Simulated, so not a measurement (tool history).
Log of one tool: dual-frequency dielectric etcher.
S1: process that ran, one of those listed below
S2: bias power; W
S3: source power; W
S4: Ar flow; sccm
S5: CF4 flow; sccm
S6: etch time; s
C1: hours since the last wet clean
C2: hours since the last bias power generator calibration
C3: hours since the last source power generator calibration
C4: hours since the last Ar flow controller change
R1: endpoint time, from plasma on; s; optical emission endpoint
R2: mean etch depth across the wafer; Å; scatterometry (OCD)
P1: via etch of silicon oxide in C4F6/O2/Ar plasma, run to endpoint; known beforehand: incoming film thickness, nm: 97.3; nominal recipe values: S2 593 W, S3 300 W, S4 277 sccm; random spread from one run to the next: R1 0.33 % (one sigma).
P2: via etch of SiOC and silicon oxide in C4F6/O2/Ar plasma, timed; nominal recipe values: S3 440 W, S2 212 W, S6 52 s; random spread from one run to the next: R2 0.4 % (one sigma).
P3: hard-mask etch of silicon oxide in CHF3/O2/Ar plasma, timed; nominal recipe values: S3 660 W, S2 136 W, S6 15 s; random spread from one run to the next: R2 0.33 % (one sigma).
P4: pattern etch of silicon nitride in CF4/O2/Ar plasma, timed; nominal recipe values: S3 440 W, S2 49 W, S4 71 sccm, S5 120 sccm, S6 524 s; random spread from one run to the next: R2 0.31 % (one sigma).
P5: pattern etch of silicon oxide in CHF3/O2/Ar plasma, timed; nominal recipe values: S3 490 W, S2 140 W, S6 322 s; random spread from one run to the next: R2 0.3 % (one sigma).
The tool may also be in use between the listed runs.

| run | day | S1 | S2 | S3 | S4 | S5 | S6 | C1 | C2 | C3 | C4 | R1 | R2 |
|---|---|---|---|---|---|---|---|---|---|---|---|---|---|
| 1 | 0.179 | P1 | 593 | 300 | 277 |  |  | 77.8 | 1415.8 | 2281.3 | 958.8 | 21.833 |  |
| 2 | 0.371 | P4 | 49 | 440 | 71 | 120 | 524 | 82.4 | 1420.4 | 2285.9 | 963.4 |  | 8870.10 |
| 3 | 0.608 | P1 | 748 | 300 | 277 |  |  | 88.1 | 1426.1 | 2291.6 | 969.1 | 19.978 |  |
| 4 | 0.783 | P3 | 136 | 660 |  |  | 21 | 92.3 | 1430.3 | 2295.8 | 973.3 |  | 378.02 |
| 5 | 1.067 | P1 | 593 | 300 | 277 |  |  | 99.1 | 1437.1 | 2302.6 | 980.1 | 21.902 |  |
| 6 | 1.312 | P1 | 464 | 360 | 277 |  |  | 105.0 | 1443.0 | 2308.5 | 986.0 | 22.567 |  |
| 7 | 1.554 | P4 | 49 | 440 | 71 | 84 | 524 | 110.8 | 1448.8 | 2314.3 | 991.8 |  | 8575.30 |
| 8 | 1.767 | P4 | 49 | 440 | 71 | 120 | 308 | 115.9 | 1453.9 | 2319.4 | 996.9 |  | 5234.50 |
| 9 | 2.062 | P3 | 136 | 450 |  |  | 15 | 123.0 | 1461.0 | 2326.5 | 1004.0 |  | 234.13 |
| 10 | 2.304 | P1 | 465 | 300 | 277 |  |  | 128.8 | 1466.8 | 2332.3 | 1009.8 | 24.032 |  |
| 11 | 2.504 | P1 | 593 | 300 | 277 |  |  | 133.6 | 1471.6 | 2337.1 | 1014.6 | 21.742 |  |
| 12 | 2.692 | P5 | 140 | 660 |  |  | 322 | 138.1 | 1476.1 | 2341.6 | 1019.1 |  | 5922.20 |
| 13 | 2.858 | P3 | 172 | 660 |  |  | 15 | 142.1 | 1480.1 | 2345.6 | 1023.1 |  | 293.19 |
| 14 | 3.000 | P5 | 140 | 490 |  |  | 322 | 145.5 | 1483.5 | 2349.0 | 1026.5 |  | 5313.00 |
| 15 | 3.138 | P1 | 593 | 300 | 277 |  |  | 148.8 | 1486.8 | 2352.3 | 1029.8 | 21.968 |  |
| 16 | 3.425 | P2 | 212 | 260 |  |  | 52 | 155.7 | 1493.7 | 2359.2 | 1036.7 |  | 503.74 |
| 17 | 3.633 | P1 | 593 | 300 | 277 |  |  | 160.7 | 1498.7 | 2364.2 | 1041.7 | 21.915 |  |
| 18 | 3.796 | P2 | 212 | 440 |  |  | 52 | 164.6 | 1502.6 | 2368.1 | 1045.6 |  | 612.66 |
| 19 | 4.021 | P4 | 63 | 440 | 71 | 120 | 524 | 170.0 | 1508.0 | 2373.5 | 1051.0 |  | 9672.40 |
| 20 | 4.150 | P4 | 49 | 320 | 71 | 120 | 524 | 173.1 | 1511.1 | 2376.6 | 1054.1 |  | 6678.80 |
| 21 | 4.317 | P5 | 140 | 490 |  |  | 177 | 177.1 | 1515.1 | 2380.6 | 1058.1 |  | 2900.70 |
| 22 | 4.479 | P1 | 593 | 200 | 323 |  |  | 181.0 | 1519.0 | 2384.5 | 1062.0 | 25.825 |  |
| 23 | 4.692 | P4 | 49 | 440 | 71 | 120 | 524 | 186.1 | 1524.1 | 2389.6 | 1067.1 |  | 8859.10 |
| 24 | 4.846 | P1 | 593 | 300 | 348 |  |  | 189.8 | 1527.8 | 2393.3 | 1070.8 | 22.542 |  |
| 25 | 4.975 | P3 | 136 | 660 |  |  | 15 | 192.9 | 1530.9 | 2396.4 | 1073.9 |  | 272.99 |
| 26 | 5.162 | P1 | 593 | 190 | 277 |  |  | 197.4 | 1535.4 | 2400.9 | 1078.4 | 25.911 |  |
| 27 | 5.354 | P5 | 107 | 490 |  |  | 322 | 202.0 | 1540.0 | 2405.5 | 1083.0 |  | 4867.40 |
| 28 | 5.521 | P2 | 212 | 440 |  |  | 69 | 206.0 | 1544.0 | 2409.5 | 1087.0 |  | 810.85 |
| 29 | 5.742 | P3 | 136 | 660 |  |  | 15 | 211.3 | 1549.3 | 2414.8 | 1092.3 |  | 272.12 |
| 30 | 5.942 | P2 | 254 | 440 |  |  | 52 | 216.1 | 1554.1 | 2419.6 | 1097.1 |  | 650.11 |
| 31 | 6.200 | P4 | 49 | 440 | 47 | 120 | 524 | 222.3 | 1560.3 | 2425.8 | 1103.3 |  | 9187.30 |
| 32 | 6.358 | P1 | 593 | 390 | 277 |  |  | 226.1 | 1564.1 | 2429.6 | 1107.1 | 19.893 |  |
| 33 | 6.638 | P1 | 593 | 300 | 224 |  |  | 232.8 | 1570.8 | 2436.3 | 1113.8 | 21.260 |  |
| 34 | 6.896 | P1 | 593 | 300 | 277 |  |  | 239.0 | 1577.0 | 2442.5 | 1120.0 | 21.924 |  |
| 35 | 7.050 | P1 | 593 | 300 | 277 |  |  | 242.7 | 1580.7 | 2446.2 | 1123.7 | 21.984 |  |
| 36 | 7.329 | P1 | 593 | 300 | 277 |  |  | 249.4 | 1587.4 | 2452.9 | 1130.4 | 22.138 |  |
| 37 | 7.475 | P1 | 593 | 300 | 277 |  |  | 252.9 | 1590.9 | 2456.4 | 1133.9 | 22.121 |  |
| 38 | 7.700 | P1 | 593 | 300 | 277 |  |  | 258.3 | 1596.3 | 2461.8 | 1139.3 | 22.166 |  |
|  | 7.742 | wet clean of the chamber |
|  | 7.775 | Ar flow controller replaced |
| 39 | 7.838 | P1 | 593 | 300 | 277 |  |  | 2.3 | 1599.6 | 2465.1 | 1.5 | 22.044 |  |
| 40 | 8.038 | P1 | 593 | 300 | 277 |  |  | 7.1 | 1604.4 | 2469.9 | 6.3 | 22.251 |  |
| 41 | 8.262 | P1 | 593 | 300 | 277 |  |  | 12.5 | 1609.8 | 2475.3 | 11.7 | 22.220 |  |
| 42 | 8.554 | P1 | 593 | 300 | 277 |  |  | 19.5 | 1616.8 | 2482.3 | 18.7 | 22.199 |  |

P1 has crept away from where it was. The log is fitted equally well by each of these 2 causes, at the sizes shown:
A: bias power that arrives under what is set, % = 4.18
B: source power that arrives under what is set, % = 4.43
Onset of the creep was near day 7.050.
What rules out each remaining cause:
chamber walls in a state that lowers the etch rate, %: serviced at day 7.742, after the drift had started, without restoring the earlier output
Ar flow that arrives over what is set, %: serviced at day 7.775, after the drift had started, without restoring the earlier output

Consider the 4 single-wafer check runs listed below, results given as question marks: which one distinguishes between the causes by giving clearly different results for each?
| check 1 | 8.846 | P2 | 212 | 440 |  |  | 52 |  |  |  |  |  | ? |
| check 2 | 8.846 | P3 | 136 | 660 |  |  | 15 |  |  |  |  |  | ? |
| check 3 | 8.846 | P4 | 49 | 440 | 71 | 120 | 524 |  |  |  |  |  | ? |
| check 4 | 8.846 | P5 | 140 | 490 |  |  | 322 |  |  |  |  |  | ? |

If the cause were each of the candidates in turn, the checks would give the following:
| check | result | if A | if B |
|---|---|---|---|
| check 1 | R2 | 605.06 | 603.03 |
| check 2 | R2 | 267.87 | 266.72 |
| check 3 | R2 | 8733.10 | 8520.20 |
| check 4 | R2 | 5206.10 | 5186.60 |
Separation of the two closest causes in each check, using whichever result separates them best: check 1 0.34 %; check 2 0.43 %; check 3 2.47 %; check 4 0.38 %
Only in check 3 would the causes give clearly different results; in the remaining checks their results would be nearly the same.

The results of check 3 are: R2 8550.70 Å. Based on these, which of the listed causes is it?

It was cause B: source power that arrives under what is set, %.
